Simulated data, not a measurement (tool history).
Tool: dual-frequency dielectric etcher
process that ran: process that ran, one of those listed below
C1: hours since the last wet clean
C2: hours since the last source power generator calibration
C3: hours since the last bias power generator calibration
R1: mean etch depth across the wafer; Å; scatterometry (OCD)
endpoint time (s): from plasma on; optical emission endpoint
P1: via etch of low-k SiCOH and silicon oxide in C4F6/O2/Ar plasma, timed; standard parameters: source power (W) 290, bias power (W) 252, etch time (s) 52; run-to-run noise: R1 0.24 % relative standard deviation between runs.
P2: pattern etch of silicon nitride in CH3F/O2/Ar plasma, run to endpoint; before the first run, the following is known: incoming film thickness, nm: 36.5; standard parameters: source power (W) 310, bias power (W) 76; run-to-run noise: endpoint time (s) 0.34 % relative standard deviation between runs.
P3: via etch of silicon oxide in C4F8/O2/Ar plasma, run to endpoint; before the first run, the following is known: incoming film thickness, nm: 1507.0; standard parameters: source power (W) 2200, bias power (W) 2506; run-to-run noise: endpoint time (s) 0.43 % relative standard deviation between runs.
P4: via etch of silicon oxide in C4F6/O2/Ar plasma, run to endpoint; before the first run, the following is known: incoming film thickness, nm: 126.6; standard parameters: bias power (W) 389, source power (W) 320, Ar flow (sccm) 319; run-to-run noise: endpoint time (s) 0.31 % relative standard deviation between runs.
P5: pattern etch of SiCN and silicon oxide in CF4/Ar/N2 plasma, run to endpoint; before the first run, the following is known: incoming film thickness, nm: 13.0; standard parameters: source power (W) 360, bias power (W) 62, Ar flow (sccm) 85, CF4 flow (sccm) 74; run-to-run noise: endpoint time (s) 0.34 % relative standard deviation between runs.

{"run": 1, "hour": 12.6, "process that ran": "P1", "source power (W)": 290, "bias power (W)": 252, "etch time (s)": 52, "C1": 178.4, "C2": 1360.1, "C3": 738.7, "R1": 1341.5}
{"run": 2, "hour": 26.4, "process that ran": "P1", "source power (W)": 290, "bias power (W)": 161, "etch time (s)": 52, "C1": 192.2, "C2": 1373.9, "C3": 752.5, "R1": 1154.8}
{"run": 3, "hour": 40.2, "process that ran": "P2", "source power (W)": 310, "bias power (W)": 76, "C1": 206, "C2": 1387.7, "C3": 766.3, "endpoint time (s)": 56.148}
{"run": 4, "hour": 47.3, "process that ran": "P2", "source power (W)": 430, "bias power (W)": 76, "C1": 213.1, "C2": 1394.8, "C3": 773.4, "endpoint time (s)": 49.842}
{"hour": 51.8, "done": "wet clean of the chamber"}
{"run": 5, "hour": 54.5, "process that ran": "P5", "source power (W)": 360, "bias power (W)": 62, "Ar flow (sccm)": 85, "CF4 flow (sccm)": 100, "C1": 2.7, "C2": 1402, "C3": 780.6, "endpoint time (s)": 17.531}
{"run": 6, "hour": 64.3, "process that ran": "P1", "source power (W)": 290, "bias power (W)": 252, "etch time (s)": 52, "C1": 12.5, "C2": 1411.8, "C3": 790.4, "R1": 1339.4}
{"run": 7, "hour": 78.2, "process that ran": "P5", "source power (W)": 360, "bias power (W)": 62, "Ar flow (sccm)": 62, "CF4 flow (sccm)": 74, "C1": 26.4, "C2": 1425.7, "C3": 804.3, "endpoint time (s)": 17.372}
{"run": 8, "hour": 87.5, "process that ran": "P2", "source power (W)": 310, "bias power (W)": 76, "C1": 35.7, "C2": 1435, "C3": 813.6, "endpoint time (s)": 55.939}
{"run": 9, "hour": 94.2, "process that ran": "P1", "source power (W)": 290, "bias power (W)": 330, "etch time (s)": 52, "C1": 42.4, "C2": 1441.7, "C3": 820.3, "R1": 1481.1}
{"run": 10, "hour": 107.7, "process that ran": "P4", "source power (W)": 320, "bias power (W)": 462, "Ar flow (sccm)": 319, "C1": 55.9, "C2": 1455.2, "C3": 833.8, "endpoint time (s)": 31.85}
{"run": 11, "hour": 121.5, "process that ran": "P1", "source power (W)": 290, "bias power (W)": 252, "etch time (s)": 52, "C1": 69.7, "C2": 1469, "C3": 847.6, "R1": 1343.8}
{"run": 12, "hour": 132.1, "process that ran": "P3", "source power (W)": 2200, "bias power (W)": 2506, "C1": 80.3, "C2": 1479.6, "C3": 858.2, "endpoint time (s)": 264.91}
{"run": 13, "hour": 144.3, "process that ran": "P5", "source power (W)": 360, "bias power (W)": 62, "Ar flow (sccm)": 85, "CF4 flow (sccm)": 74, "C1": 92.5, "C2": 1491.8, "C3": 870.4, "endpoint time (s)": 18.339}
{"run": 14, "hour": 157.4, "process that ran": "P1", "source power (W)": 290, "bias power (W)": 252, "etch time (s)": 52, "C1": 105.6, "C2": 1504.9, "C3": 883.5, "R1": 1347.6}
{"run": 15, "hour": 165.3, "process that ran": "P4", "source power (W)": 410, "bias power (W)": 389, "Ar flow (sccm)": 319, "C1": 113.5, "C2": 1512.8, "C3": 891.4, "endpoint time (s)": 30.998}
{"run": 16, "hour": 172.4, "process that ran": "P2", "source power (W)": 310, "bias power (W)": 95, "C1": 120.6, "C2": 1519.9, "C3": 898.5, "endpoint time (s)": 51.91}
{"run": 17, "hour": 183.2, "process that ran": "P5", "source power (W)": 490, "bias power (W)": 62, "Ar flow (sccm)": 85, "CF4 flow (sccm)": 74, "C1": 131.4, "C2": 1530.7, "C3": 909.3, "endpoint time (s)": 13.858}
{"run": 18, "hour": 191.2, "process that ran": "P1", "source power (W)": 200, "bias power (W)": 342, "etch time (s)": 52, "C1": 139.4, "C2": 1538.7, "C3": 917.3, "R1": 1304.2}
{"run": 19, "hour": 198.6, "process that ran": "P1", "source power (W)": 290, "bias power (W)": 252, "etch time (s)": 63.5, "C1": 146.8, "C2": 1546.1, "C3": 924.7, "R1": 1637.1}
{"run": 20, "hour": 211.6, "process that ran": "P5", "source power (W)": 360, "bias power (W)": 42, "Ar flow (sccm)": 85, "CF4 flow (sccm)": 74, "C1": 159.8, "C2": 1559.1, "C3": 937.7, "endpoint time (s)": 20.654}
{"run": 21, "hour": 219.5, "process that ran": "P1", "source power (W)": 230, "bias power (W)": 252, "etch time (s)": 52, "C1": 167.7, "C2": 1567, "C3": 945.6, "R1": 1225.1}
{"run": 22, "hour": 225.8, "process that ran": "P3", "source power (W)": 2200, "bias power (W)": 1623, "C1": 174, "C2": 1573.3, "C3": 951.9, "endpoint time (s)": 297.52}
{"run": 23, "hour": 234.0, "process that ran": "P4", "source power (W)": 320, "bias power (W)": 389, "Ar flow (sccm)": 319, "C1": 182.2, "C2": 1581.5, "C3": 960.1, "endpoint time (s)": 34.079}
{"run": 24, "hour": 244.8, "process that ran": "P3", "source power (W)": 2200, "bias power (W)": 2506, "C1": 193, "C2": 1592.3, "C3": 970.9, "endpoint time (s)": 261.98}
{"run": 25, "hour": 252.8, "process that ran": "P3", "source power (W)": 1540, "bias power (W)": 2506, "C1": 201, "C2": 1600.3, "C3": 978.9, "endpoint time (s)": 302.28}
{"run": 26, "hour": 259.9, "process that ran": "P1", "source power (W)": 230, "bias power (W)": 252, "etch time (s)": 63, "C1": 208.1, "C2": 1607.4, "C3": 986, "R1": 1489.1}
{"run": 27, "hour": 266.9, "process that ran": "P1", "source power (W)": 290, "bias power (W)": 252, "etch time (s)": 52, "C1": 215.1, "C2": 1614.4, "C3": 993, "R1": 1342.3}
{"run": 28, "hour": 276.6, "process that ran": "P5", "source power (W)": 360, "bias power (W)": 62, "Ar flow (sccm)": 85, "CF4 flow (sccm)": 74, "C1": 224.8, "C2": 1624.1, "C3": 1002.7, "endpoint time (s)": 18.121}
{"run": 29, "hour": 282.9, "process that ran": "P1", "source power (W)": 290, "bias power (W)": 252, "etch time (s)": 52, "C1": 231.1, "C2": 1630.4, "C3": 1009, "R1": 1341.5}
{"run": 30, "hour": 296.4, "process that ran": "P1", "source power (W)": 290, "bias power (W)": 252, "etch time (s)": 34, "C1": 244.6, "C2": 1643.9, "C3": 1022.5, "R1": 880.98}
{"run": 31, "hour": 303.9, "process that ran": "P4", "source power (W)": 320, "bias power (W)": 389, "Ar flow (sccm)": 407, "C1": 252.1, "C2": 1651.4, "C3": 1030, "endpoint time (s)": 35.095}
{"run": 32, "hour": 313.6, "process that ran": "P1", "source power (W)": 410, "bias power (W)": 252, "etch time (s)": 52, "C1": 261.8, "C2": 1661.1, "C3": 1039.7, "R1": 1534.3}
{"run": 33, "hour": 322.2, "process that ran": "P1", "source power (W)": 290, "bias power (W)": 252, "etch time (s)": 52, "C1": 270.4, "C2": 1669.7, "C3": 1048.3, "R1": 1343.6}
{"run": 34, "hour": 332.2, "process that ran": "P1", "source power (W)": 290, "bias power (W)": 252, "etch time (s)": 52, "C1": 280.4, "C2": 1679.7, "C3": 1058.3, "R1": 1331.8}
{"run": 35, "hour": 344.1, "process that ran": "P1", "source power (W)": 290, "bias power (W)": 252, "etch time (s)": 52, "C1": 292.3, "C2": 1691.6, "C3": 1070.2, "R1": 1329.8}
{"run": 36, "hour": 355.8, "process that ran": "P1", "source power (W)": 290, "bias power (W)": 252, "etch time (s)": 52, "C1": 304, "C2": 1703.3, "C3": 1081.9, "R1": 1327.2}
{"hour": 358.2, "done": "wet clean of the chamber"}
{"run": 37, "hour": 361.9, "process that ran": "P1", "source power (W)": 290, "bias power (W)": 252, "etch time (s)": 52, "C1": 3.8, "C2": 1709.4, "C3": 1088, "R1": 1331.5}
{"run": 38, "hour": 371.4, "process that ran": "P1", "source power (W)": 290, "bias power (W)": 252, "etch time (s)": 52, "C1": 13.3, "C2": 1718.9, "C3": 1097.5, "R1": 1321.2}
{"run": 39, "hour": 381.5, "process that ran": "P1", "source power (W)": 290, "bias power (W)": 252, "etch time (s)": 52, "C1": 23.4, "C2": 1729, "C3": 1107.6, "R1": 1331.3}
{"run": 40, "hour": 391.2, "process that ran": "P1", "source power (W)": 290, "bias power (W)": 252, "etch time (s)": 52, "C1": 33.1, "C2": 1738.7, "C3": 1117.3, "R1": 1323.2}
{"run": 41, "hour": 399.3, "process that ran": "P1", "source power (W)": 290, "bias power (W)": 252, "etch time (s)": 52, "C1": 41.2, "C2": 1746.8, "C3": 1125.4, "R1": 1328.4}

What P1 gives has crept away from where it was. These 2 causes fit the log equally well, each at the size given:
A: source power that arrives under what is set, % = 3.53
B: bias power that arrives under what is set, % = 3.89
The drift started at roughly hour 322.2.
Other possible causes, and why each is ruled out:
chamber walls in a state that lowers the etch rate, %: serviced at hour 358.2, which brought nothing back

Of the 4 check runs below, each run on 2 wafers with the results averaged and each result still a question mark, which one would tell the listed causes apart?
{"run": "check 1", "hour": 407.4, "process that ran": "P5", "source power (W)": 360, "bias power (W)": 62, "Ar flow (sccm)": 64, "CF4 flow (sccm)": 89, "endpoint time (s)": "?"}
{"run": "check 2", "hour": 407.4, "process that ran": "P2", "source power (W)": 420, "bias power (W)": 89, "endpoint time (s)": "?"}
{"run": "check 3", "hour": 407.4, "process that ran": "P3", "source power (W)": 1880, "bias power (W)": 1976, "endpoint time (s)": "?"}
{"run": "check 4", "hour": 407.4, "process that ran": "P4", "source power (W)": 370, "bias power (W)": 389, "Ar flow (sccm)": 399, "endpoint time (s)": "?"}

What every check run would give for each of its results, assuming each possible cause in turn:
check=check_1 result=endpoint_time_(s) if_A=17.676 if_B=17.322
check=check_2 result=endpoint_time_(s) if_A=47.927 if_B=47.958
check=check_3 result=endpoint_time_(s) if_A=304.27 if_B=303.35
check=check_4 result=endpoint_time_(s) if_A=33.501 if_B=33.531
Gap, in per cent, between the two causes that each check separates least, read from the result that separates them most: check 1 2.02 %; check 2 0.07 %; check 3 0.3 %; check 4 0.09 %
The causes can be told apart only by check 1. The other checks would give nearly the same results under each of them.

Check 1 has now been run. It gave: endpoint time (s) 17.623. Which of the candidate causes is it?

Of the candidate causes, it is A: source power that arrives under what is set, %.
